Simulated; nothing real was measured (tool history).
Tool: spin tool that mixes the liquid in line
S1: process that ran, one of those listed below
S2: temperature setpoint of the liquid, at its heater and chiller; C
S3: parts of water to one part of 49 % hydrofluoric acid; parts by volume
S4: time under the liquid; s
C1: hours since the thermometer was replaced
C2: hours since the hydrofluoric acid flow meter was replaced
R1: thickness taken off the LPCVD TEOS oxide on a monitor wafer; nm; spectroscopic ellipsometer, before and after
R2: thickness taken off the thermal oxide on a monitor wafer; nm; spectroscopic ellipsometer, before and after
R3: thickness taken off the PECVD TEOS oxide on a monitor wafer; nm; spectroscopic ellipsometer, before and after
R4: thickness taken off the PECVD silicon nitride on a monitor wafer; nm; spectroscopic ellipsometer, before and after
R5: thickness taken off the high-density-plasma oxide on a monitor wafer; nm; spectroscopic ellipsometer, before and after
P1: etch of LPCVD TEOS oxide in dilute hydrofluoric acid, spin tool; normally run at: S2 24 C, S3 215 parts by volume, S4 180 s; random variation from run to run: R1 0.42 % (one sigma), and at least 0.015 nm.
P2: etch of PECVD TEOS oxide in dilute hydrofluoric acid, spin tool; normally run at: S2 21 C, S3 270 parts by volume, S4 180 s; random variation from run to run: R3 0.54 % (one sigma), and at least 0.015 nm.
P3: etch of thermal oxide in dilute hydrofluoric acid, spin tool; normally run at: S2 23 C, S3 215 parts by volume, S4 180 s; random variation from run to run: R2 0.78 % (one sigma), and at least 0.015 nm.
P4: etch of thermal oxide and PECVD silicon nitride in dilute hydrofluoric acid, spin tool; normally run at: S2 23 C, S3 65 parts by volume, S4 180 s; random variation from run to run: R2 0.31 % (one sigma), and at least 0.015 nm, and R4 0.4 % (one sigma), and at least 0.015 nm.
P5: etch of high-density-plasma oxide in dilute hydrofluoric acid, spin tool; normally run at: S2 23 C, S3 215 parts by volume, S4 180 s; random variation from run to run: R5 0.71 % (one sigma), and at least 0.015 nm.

run 1 hour=10.7 | S1=P1 S2=24 S3=215 S4=180 | C1=481.5 C2=402.2 | R1=41.092
run 2 hour=26.5 | S1=P3 S2=23 S3=215 S4=325 | C1=497.3 C2=418 | R2=6.0265
run 3 hour=39.8 | S1=P1 S2=24 S3=215 S4=180 | C1=510.6 C2=431.3 | R1=41.339
run 4 hour=48.5 | S1=P2 S2=21 S3=270 S4=180 | C1=519.3 C2=440 | R3=10.646
run 5 hour=60.3 | S1=P3 S2=23 S3=385 S4=180 | C1=531.1 C2=451.8 | R2=1.5623
run 6 hour=70.6 | S1=P4 S2=23 S3=30 S4=180 | C1=541.4 C2=462.1 | R2=28.891 R4=12.444
run 7 hour=78.1 | S1=P1 S2=24 S3=215 S4=290 | C1=548.9 C2=469.6 | R1=66.463
run 8 hour=88.5 | S1=P3 S2=23 S3=215 S4=180 | C1=559.3 C2=480 | R2=3.3013
run 9 hour=100.8 | S1=P2 S2=21 S3=380 S4=180 | C1=571.6 C2=492.3 | R3=6.8486
run 10 hour=116.2 | S1=P1 S2=24 S3=215 S4=180 | C1=587 C2=507.7 | R1=41.387
run 11 hour=130.6 | S1=P2 S2=21 S3=270 S4=60 | C1=601.4 C2=522.1 | R3=3.5331
run 12 hour=145.9 | S1=P5 S2=23 S3=215 S4=300 | C1=616.7 C2=537.4 | R5=6.2011
run 13 hour=159.2 | S1=P4 S2=23 S3=65 S4=180 | C1=630 C2=550.7 | R2=12.768 R4=5.8944
run 14 hour=171.2 | S1=P2 S2=29 S3=270 S4=180 | C1=642 C2=562.7 | R3=14.161
run 15 hour=187 | S1=P3 S2=17 S3=215 S4=180 | C1=657.8 C2=578.5 | R2=2.6129
run 16 hour=200.2 | S1=P4 S2=17 S3=65 S4=180 | C1=671 C2=591.7 | R2=9.8554 R4=3.9075
run 17 hour=209.4 | S1=P5 S2=23 S3=215 S4=180 | C1=680.2 C2=600.9 | R5=3.7309
run 18 hour=220.3 | S1=P1 S2=17.5 S3=215 S4=180 | C1=691.1 C2=611.8 | R1=32.086
run 19 hour=227.7 | S1=P1 S2=24 S3=320 S4=180 | C1=698.5 C2=619.2 | R1=24.683
run 20 hour=243.6 | S1=P1 S2=24 S3=215 S4=65 | C1=714.4 C2=635.1 | R1=14.812
run 21 hour=254.5 | S1=P1 S2=29 S3=215 S4=180 | C1=725.3 C2=646 | R1=49.34
run 22 hour=262.5 | S1=P1 S2=24 S3=215 S4=180 | C1=733.3 C2=654 | R1=40.943
run 23 hour=269.7 | S1=P5 S2=23 S3=215 S4=180 | C1=740.5 C2=661.2 | R5=3.6704
run 24 hour=278.1 | S1=P5 S2=23 S3=340 S4=180 | C1=748.9 C2=669.6 | R5=2.0724
run 25 hour=291.1 | S1=P1 S2=28 S3=215 S4=85 | C1=761.9 C2=682.6 | R1=22.191
run 26 hour=299.2 | S1=P1 S2=24 S3=215 S4=180 | C1=770 C2=690.7 | R1=41.224
run 27 hour=306.8 | S1=P1 S2=19 S3=60 S4=180 | C1=777.6 C2=698.3 | R1=142.97
run 28 hour=320.1 | S1=P3 S2=23 S3=215 S4=180 | C1=790.9 C2=711.6 | R2=3.3867
run 29 hour=333.3 | S1=P4 S2=23 S3=65 S4=355 | C1=804.1 C2=724.8 | R2=25.071 R4=11.52
run 30 hour=346.2 | S1=P5 S2=17 S3=215 S4=180 | C1=817 C2=737.7 | R5=2.9533
run 31 hour=359.8 | S1=P1 S2=24 S3=55 S4=180 | C1=830.6 C2=751.3 | R1=194.04
run 32 hour=375.4 | S1=P1 S2=24 S3=215 S4=180 | C1=846.2 C2=766.9 | R1=40.874
run 33 hour=383 | S1=P1 S2=24 S3=215 S4=180 | C1=853.8 C2=774.5 | R1=40.413
run 34 hour=393.1 | S1=P1 S2=24 S3=215 S4=180 | C1=863.9 C2=784.6 | R1=39.811
run 35 hour=405.6 | S1=P1 S2=24 S3=215 S4=180 | C1=876.4 C2=797.1 | R1=39.246
run 36 hour=420.1 | S1=P1 S2=24 S3=215 S4=180 | C1=890.9 C2=811.6 | R1=38.997
run 37 hour=429.5 | S1=P1 S2=24 S3=215 S4=180 | C1=900.3 C2=821 | R1=38.787
run 38 hour=444 | S1=P1 S2=24 S3=215 S4=180 | C1=914.8 C2=835.5 | R1=38.583
run 39 hour=455.2 | S1=P1 S2=24 S3=215 S4=180 | C1=926 C2=846.7 | R1=38.79
run 40 hour=467.5 | S1=P1 S2=24 S3=215 S4=180 | C1=938.3 C2=859 | R1=38.299
run 41 hour=482.7 | S1=P1 S2=24 S3=215 S4=180 | C1=953.5 C2=874.2 | R1=38.337
run 42 hour=498 | S1=P1 S2=24 S3=215 S4=180 | C1=968.8 C2=889.5 | R1=38.523

What P1 gives has crept away from where it was. These 2 causes fit the log equally well, each at the size given:
A: hydrofluoric acid flow below the setpoint (%) = 5.24
B: liquid colder than its thermometer reads (K) = 1.8
The creep began at about hour 375.4.

4 check runs are offered, one wafer each, their results left as question marks. Which one tells the causes apart?
run check 1 hour=513.3 | S1=P2 S2=29 S3=270 S4=180 | R3=?
run check 2 hour=513.3 | S1=P5 S2=17 S3=320 S4=180 | R5=?
run check 3 hour=513.3 | S1=P3 S2=17 S3=215 S4=180 | R2=?
run check 4 hour=513.3 | S1=P4 S2=17 S3=65 S4=295 | R2=? R4=?

What each check would give under each cause:
check=check_1 result=R3 if_A=13.085 if_B=13.213
check=check_2 result=R5 if_A=1.6878 if_B=1.6878
check=check_3 result=R2 if_A=2.4748 if_B=2.4565
check=check_4 result=R2 if_A=15.286 if_B=14.977
check=check_4 result=R4 if_A=6.0364 if_B=5.5951
How far apart the two closest causes lie, in the result that separates them most: check 1 0.97 %; check 2 0 %; check 3 0.74 %; check 4 7.59 %
Only check 4 tells the causes apart: in the others they would give nearly the same result.

Then check 4 was run and gave: R2 14.995 nm; R4 5.562 nm. Which cause is it?

It is B: liquid colder than its thermometer reads (K).
